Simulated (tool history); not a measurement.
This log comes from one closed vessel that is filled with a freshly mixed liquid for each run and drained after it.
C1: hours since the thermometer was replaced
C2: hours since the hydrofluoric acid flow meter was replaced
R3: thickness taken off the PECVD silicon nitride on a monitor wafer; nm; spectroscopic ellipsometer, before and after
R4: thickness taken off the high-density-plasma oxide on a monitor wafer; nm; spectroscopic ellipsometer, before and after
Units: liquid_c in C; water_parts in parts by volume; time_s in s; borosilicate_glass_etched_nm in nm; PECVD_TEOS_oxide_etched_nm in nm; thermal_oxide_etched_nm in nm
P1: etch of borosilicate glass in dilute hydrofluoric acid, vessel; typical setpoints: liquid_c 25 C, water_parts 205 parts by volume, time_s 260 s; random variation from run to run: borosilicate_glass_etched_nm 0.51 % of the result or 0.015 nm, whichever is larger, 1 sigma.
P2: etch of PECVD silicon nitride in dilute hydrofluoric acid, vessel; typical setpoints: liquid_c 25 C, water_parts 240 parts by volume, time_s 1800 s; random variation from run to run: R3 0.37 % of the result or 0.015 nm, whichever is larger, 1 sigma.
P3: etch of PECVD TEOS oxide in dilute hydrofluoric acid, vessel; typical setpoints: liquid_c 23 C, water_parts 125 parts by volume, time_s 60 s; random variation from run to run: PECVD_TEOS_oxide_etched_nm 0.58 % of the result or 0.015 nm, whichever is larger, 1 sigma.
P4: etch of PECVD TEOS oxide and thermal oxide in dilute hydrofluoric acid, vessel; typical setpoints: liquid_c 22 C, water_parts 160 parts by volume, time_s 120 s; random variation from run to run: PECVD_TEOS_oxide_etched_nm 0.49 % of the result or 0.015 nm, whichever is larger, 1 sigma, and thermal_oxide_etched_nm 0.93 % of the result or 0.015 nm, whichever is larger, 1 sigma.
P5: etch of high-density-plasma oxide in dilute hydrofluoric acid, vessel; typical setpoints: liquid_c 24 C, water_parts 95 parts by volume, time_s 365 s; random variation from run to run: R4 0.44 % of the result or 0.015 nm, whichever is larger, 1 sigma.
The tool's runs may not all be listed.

{"run": 1, "hour": 4.8, "process": "P1", "liquid_c": 25, "water_parts": 205, "time_s": 260, "C1": 408.8, "C2": 391.8, "borosilicate_glass_etched_nm": 51.383}
{"run": 2, "hour": 8.3, "process": "P1", "liquid_c": 25, "water_parts": 205, "time_s": 260, "C1": 412.3, "C2": 395.3, "borosilicate_glass_etched_nm": 51.468}
{"run": 3, "hour": 14.3, "process": "P1", "liquid_c": 29.5, "water_parts": 125, "time_s": 260, "C1": 418.3, "C2": 401.3, "borosilicate_glass_etched_nm": 110.18}
{"run": 4, "hour": 18.4, "process": "P1", "liquid_c": 25, "water_parts": 205, "time_s": 260, "C1": 422.4, "C2": 405.4, "borosilicate_glass_etched_nm": 51.197}
{"run": 5, "hour": 22.4, "process": "P3", "liquid_c": 23, "water_parts": 125, "time_s": 30, "C1": 426.4, "C2": 409.4, "PECVD_TEOS_oxide_etched_nm": 4.4972}
{"run": 6, "hour": 27.3, "process": "P2", "liquid_c": 25, "water_parts": 240, "time_s": 545, "C1": 431.3, "C2": 414.3, "R3": 5.9875}
{"run": 7, "hour": 31.3, "process": "P5", "liquid_c": 24, "water_parts": 95, "time_s": 725, "C1": 435.3, "C2": 418.3, "R4": 41.776}
{"run": 8, "hour": 35.3, "process": "P2", "liquid_c": 25, "water_parts": 240, "time_s": 1800, "C1": 439.3, "C2": 422.3, "R3": 19.929}
{"run": 9, "hour": 38.2, "process": "P1", "liquid_c": 25, "water_parts": 205, "time_s": 95, "C1": 442.2, "C2": 425.2, "borosilicate_glass_etched_nm": 19.035}
{"run": 10, "hour": 42.3, "process": "P4", "liquid_c": 22, "water_parts": 160, "time_s": 120, "C1": 446.3, "C2": 429.3, "PECVD_TEOS_oxide_etched_nm": 6.7046, "thermal_oxide_etched_nm": 2.8957}
{"run": 11, "hour": 46.6, "process": "P1", "liquid_c": 31, "water_parts": 205, "time_s": 260, "C1": 450.6, "C2": 433.6, "borosilicate_glass_etched_nm": 63.639}
{"run": 12, "hour": 50.4, "process": "P3", "liquid_c": 23, "water_parts": 125, "time_s": 60, "C1": 454.4, "C2": 437.4, "PECVD_TEOS_oxide_etched_nm": 8.9976}
{"run": 13, "hour": 53.8, "process": "P5", "liquid_c": 24, "water_parts": 95, "time_s": 365, "C1": 457.8, "C2": 440.8, "R4": 21.103}
{"run": 14, "hour": 57.1, "process": "P1", "liquid_c": 25, "water_parts": 205, "time_s": 375, "C1": 461.1, "C2": 444.1, "borosilicate_glass_etched_nm": 73.845}
{"run": 15, "hour": 59.9, "process": "P3", "liquid_c": 23, "water_parts": 125, "time_s": 60, "C1": 463.9, "C2": 446.9, "PECVD_TEOS_oxide_etched_nm": 9.1005}
{"run": 16, "hour": 64.0, "process": "P1", "liquid_c": 19, "water_parts": 205, "time_s": 260, "C1": 468, "C2": 451, "borosilicate_glass_etched_nm": 40.884}
{"run": 17, "hour": 68.7, "process": "P4", "liquid_c": 22, "water_parts": 160, "time_s": 30, "C1": 472.7, "C2": 455.7, "PECVD_TEOS_oxide_etched_nm": 1.6934, "thermal_oxide_etched_nm": 0.7152}
{"run": 18, "hour": 74.2, "process": "P5", "liquid_c": 24, "water_parts": 95, "time_s": 365, "C1": 478.2, "C2": 461.2, "R4": 21.191}
{"run": 19, "hour": 77.3, "process": "P1", "liquid_c": 25, "water_parts": 320, "time_s": 260, "C1": 481.3, "C2": 464.3, "borosilicate_glass_etched_nm": 29.274}
{"run": 20, "hour": 80.1, "process": "P2", "liquid_c": 17.5, "water_parts": 240, "time_s": 1800, "C1": 484.1, "C2": 467.1, "R3": 12.329}
{"run": 21, "hour": 83.1, "process": "P1", "liquid_c": 25, "water_parts": 205, "time_s": 260, "C1": 487.1, "C2": 470.1, "borosilicate_glass_etched_nm": 51.258}
{"run": 22, "hour": 87.7, "process": "P1", "liquid_c": 25, "water_parts": 205, "time_s": 260, "C1": 491.7, "C2": 474.7, "borosilicate_glass_etched_nm": 51.51}
{"run": 23, "hour": 91.8, "process": "P4", "liquid_c": 22, "water_parts": 160, "time_s": 120, "C1": 495.8, "C2": 478.8, "PECVD_TEOS_oxide_etched_nm": 6.7208, "thermal_oxide_etched_nm": 2.9366}
{"run": 24, "hour": 97.1, "process": "P1", "liquid_c": 25, "water_parts": 205, "time_s": 260, "C1": 501.1, "C2": 484.1, "borosilicate_glass_etched_nm": 51.826}
{"run": 25, "hour": 100.6, "process": "P5", "liquid_c": 29.5, "water_parts": 95, "time_s": 365, "C1": 504.6, "C2": 487.6, "R4": 26.017}
{"run": 26, "hour": 103.8, "process": "P5", "liquid_c": 24, "water_parts": 175, "time_s": 365, "C1": 507.8, "C2": 490.8, "R4": 10.421}
{"run": 27, "hour": 109.2, "process": "P4", "liquid_c": 17.5, "water_parts": 160, "time_s": 120, "C1": 513.2, "C2": 496.2, "PECVD_TEOS_oxide_etched_nm": 5.6195, "thermal_oxide_etched_nm": 2.3692}
{"run": 28, "hour": 114.7, "process": "P3", "liquid_c": 29.5, "water_parts": 125, "time_s": 60, "C1": 518.7, "C2": 501.7, "PECVD_TEOS_oxide_etched_nm": 11.451}
{"run": 29, "hour": 119.0, "process": "P1", "liquid_c": 25, "water_parts": 205, "time_s": 260, "C1": 523, "C2": 506, "borosilicate_glass_etched_nm": 51.835}
{"run": 30, "hour": 123.8, "process": "P2", "liquid_c": 25, "water_parts": 375, "time_s": 1800, "C1": 527.8, "C2": 510.8, "R3": 12.74}
{"run": 31, "hour": 128.9, "process": "P3", "liquid_c": 23, "water_parts": 190, "time_s": 60, "C1": 532.9, "C2": 515.9, "PECVD_TEOS_oxide_etched_nm": 5.4678}
{"run": 32, "hour": 134.2, "process": "P4", "liquid_c": 22, "water_parts": 240, "time_s": 120, "C1": 538.2, "C2": 521.2, "PECVD_TEOS_oxide_etched_nm": 4.128, "thermal_oxide_etched_nm": 1.7604}
{"run": 33, "hour": 137.0, "process": "P1", "liquid_c": 25, "water_parts": 115, "time_s": 260, "C1": 541, "C2": 524, "borosilicate_glass_etched_nm": 102.6}
{"run": 34, "hour": 139.7, "process": "P1", "liquid_c": 25, "water_parts": 205, "time_s": 260, "C1": 543.7, "C2": 526.7, "borosilicate_glass_etched_nm": 51.557}
{"run": 35, "hour": 145.5, "process": "P1", "liquid_c": 25, "water_parts": 205, "time_s": 260, "C1": 549.5, "C2": 532.5, "borosilicate_glass_etched_nm": 50.592}
{"run": 36, "hour": 151.3, "process": "P1", "liquid_c": 25, "water_parts": 205, "time_s": 260, "C1": 555.3, "C2": 538.3, "borosilicate_glass_etched_nm": 49.684}
{"run": 37, "hour": 157.1, "process": "P1", "liquid_c": 25, "water_parts": 205, "time_s": 260, "C1": 561.1, "C2": 544.1, "borosilicate_glass_etched_nm": 48.519}
{"run": 38, "hour": 161.2, "process": "P1", "liquid_c": 25, "water_parts": 205, "time_s": 260, "C1": 565.2, "C2": 548.2, "borosilicate_glass_etched_nm": 49.216}
{"run": 39, "hour": 166.5, "process": "P1", "liquid_c": 25, "water_parts": 205, "time_s": 260, "C1": 570.5, "C2": 553.5, "borosilicate_glass_etched_nm": 48.721}
{"run": 40, "hour": 172.5, "process": "P1", "liquid_c": 25, "water_parts": 205, "time_s": 260, "C1": 576.5, "C2": 559.5, "borosilicate_glass_etched_nm": 48.963}
{"run": 41, "hour": 176.0, "process": "P1", "liquid_c": 25, "water_parts": 205, "time_s": 260, "C1": 580, "C2": 563, "borosilicate_glass_etched_nm": 48.902}
{"run": 42, "hour": 180.9, "process": "P1", "liquid_c": 25, "water_parts": 205, "time_s": 260, "C1": 584.9, "C2": 567.9, "borosilicate_glass_etched_nm": 48.533}

P1 no longer gives what it gave before; its output has crept away from where it was. The following 2 causes, each at its listed size, fit the log equally well:
A: liquid colder than its thermometer reads (K) = 1.58
B: hydrofluoric acid flow below the setpoint (%) = 4.6
The gradual shift began around hour 139.7.

The check runs listed below each take one wafer, and their results are still question marks. Under which run would the listed causes lead to clearly different results?
{"run": "check 1", "hour": 185.8, "process": "P5", "liquid_c": 29, "water_parts": 95, "time_s": 365, "R4": "?"}
{"run": "check 2", "hour": 185.8, "process": "P4", "liquid_c": 18.5, "water_parts": 160, "time_s": 120, "PECVD_TEOS_oxide_etched_nm": "?", "thermal_oxide_etched_nm": "?"}
{"run": "check 3", "hour": 185.8, "process": "P3", "liquid_c": 23, "water_parts": 165, "time_s": 30, "PECVD_TEOS_oxide_etched_nm": "?"}
{"run": "check 4", "hour": 185.8, "process": "P2", "liquid_c": 19.5, "water_parts": 360, "time_s": 1800, "R3": "?"}

Predicted outcomes, by check and by cause:
check=check_1 result=R4 if_A=24.146 if_B=24.316
check=check_2 result=PECVD_TEOS_oxide_etched_nm if_A=5.4939 if_B=5.5451
check=check_2 result=thermal_oxide_etched_nm if_A=2.3389 if_B=2.3607
check=check_3 result=PECVD_TEOS_oxide_etched_nm if_A=3.0702 if_B=3.0859
check=check_4 result=R3 if_A=8.6053 if_B=9.0888
Minimum pairwise separation of causes per check, each pair taken at its best-separating result: check 1 0.7 %; check 2 0.93 %; check 3 0.51 %; check 4 5.47 %
Only check 4 tells the causes apart: in the others they would give nearly the same result.

Running check 4 produced the following: R3 9.0612 nm. Which one of the listed causes fits?

It is B: hydrofluoric acid flow below the setpoint (%).
